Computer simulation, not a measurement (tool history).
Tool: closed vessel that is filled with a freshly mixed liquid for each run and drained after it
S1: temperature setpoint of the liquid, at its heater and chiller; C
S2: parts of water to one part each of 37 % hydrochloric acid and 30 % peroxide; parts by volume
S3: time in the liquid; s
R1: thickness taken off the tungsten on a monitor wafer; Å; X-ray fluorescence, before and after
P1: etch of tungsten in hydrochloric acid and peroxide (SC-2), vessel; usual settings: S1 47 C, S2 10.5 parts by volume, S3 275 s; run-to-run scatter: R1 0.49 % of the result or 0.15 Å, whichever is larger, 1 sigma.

Run 1, day 0.3: S1 47 C, S2 10.5 parts by volume, S3 275 s. Result: R1 407.25 Å.
Run 2, day 0.583: S1 47 C, S2 10.5 parts by volume, S3 275 s. Result: R1 405.29 Å.
Run 3, day 0.888: S1 47 C, S2 10.5 parts by volume, S3 275 s. Result: R1 408.45 Å.
Run 4, day 1.317: S1 47 C, S2 10.5 parts by volume, S3 275 s. Result: R1 403.61 Å.
Run 5, day 1.608: S1 47 C, S2 10.5 parts by volume, S3 550 s. Result: R1 810.06 Å.
Run 6, day 1.9: S1 47 C, S2 10.5 parts by volume, S3 40 s. Result: R1 59.139 Å.
Run 7, day 2.338: S1 47 C, S2 4 parts by volume, S3 275 s. Result: R1 847.73 Å.
Run 8, day 2.817: S1 47 C, S2 10.5 parts by volume, S3 275 s. Result: R1 405.69 Å.
Run 9, day 3.308: S1 36 C, S2 10.5 parts by volume, S3 275 s. Result: R1 187.28 Å.
Run 10, day 3.592: S1 58.5 C, S2 10.5 parts by volume, S3 460 s. Result: R1 1445.5 Å.
Run 11, day 4.062: S1 47 C, S2 18 parts by volume, S3 275 s. Result: R1 251.98 Å.
Run 12, day 4.342: S1 61 C, S2 10.5 parts by volume, S3 275 s. Result: R1 1006.2 Å.
Run 13, day 4.754: S1 47 C, S2 10.5 parts by volume, S3 275 s. Result: R1 405.1 Å.
Run 14, day 5.162: S1 47 C, S2 10.5 parts by volume, S3 275 s. Result: R1 419.84 Å.
Run 15, day 5.421: S1 47 C, S2 10.5 parts by volume, S3 275 s. Result: R1 421.52 Å.
Run 16, day 5.929: S1 47 C, S2 10.5 parts by volume, S3 275 s. Result: R1 428.8 Å.
Run 17, day 6.229: S1 47 C, S2 10.5 parts by volume, S3 275 s. Result: R1 432.11 Å.
Run 18, day 6.65: S1 47 C, S2 10.5 parts by volume, S3 275 s. Result: R1 435.36 Å.
Run 19, day 7.158: S1 47 C, S2 10.5 parts by volume, S3 275 s. Result: R1 437.65 Å.

Run 20 comes next. What will it give?
Run 20, day 7.483: S1 47 C, S2 10.5 parts by volume, S3 275 s. Result: R1 ?.

R1: 437.05 Å
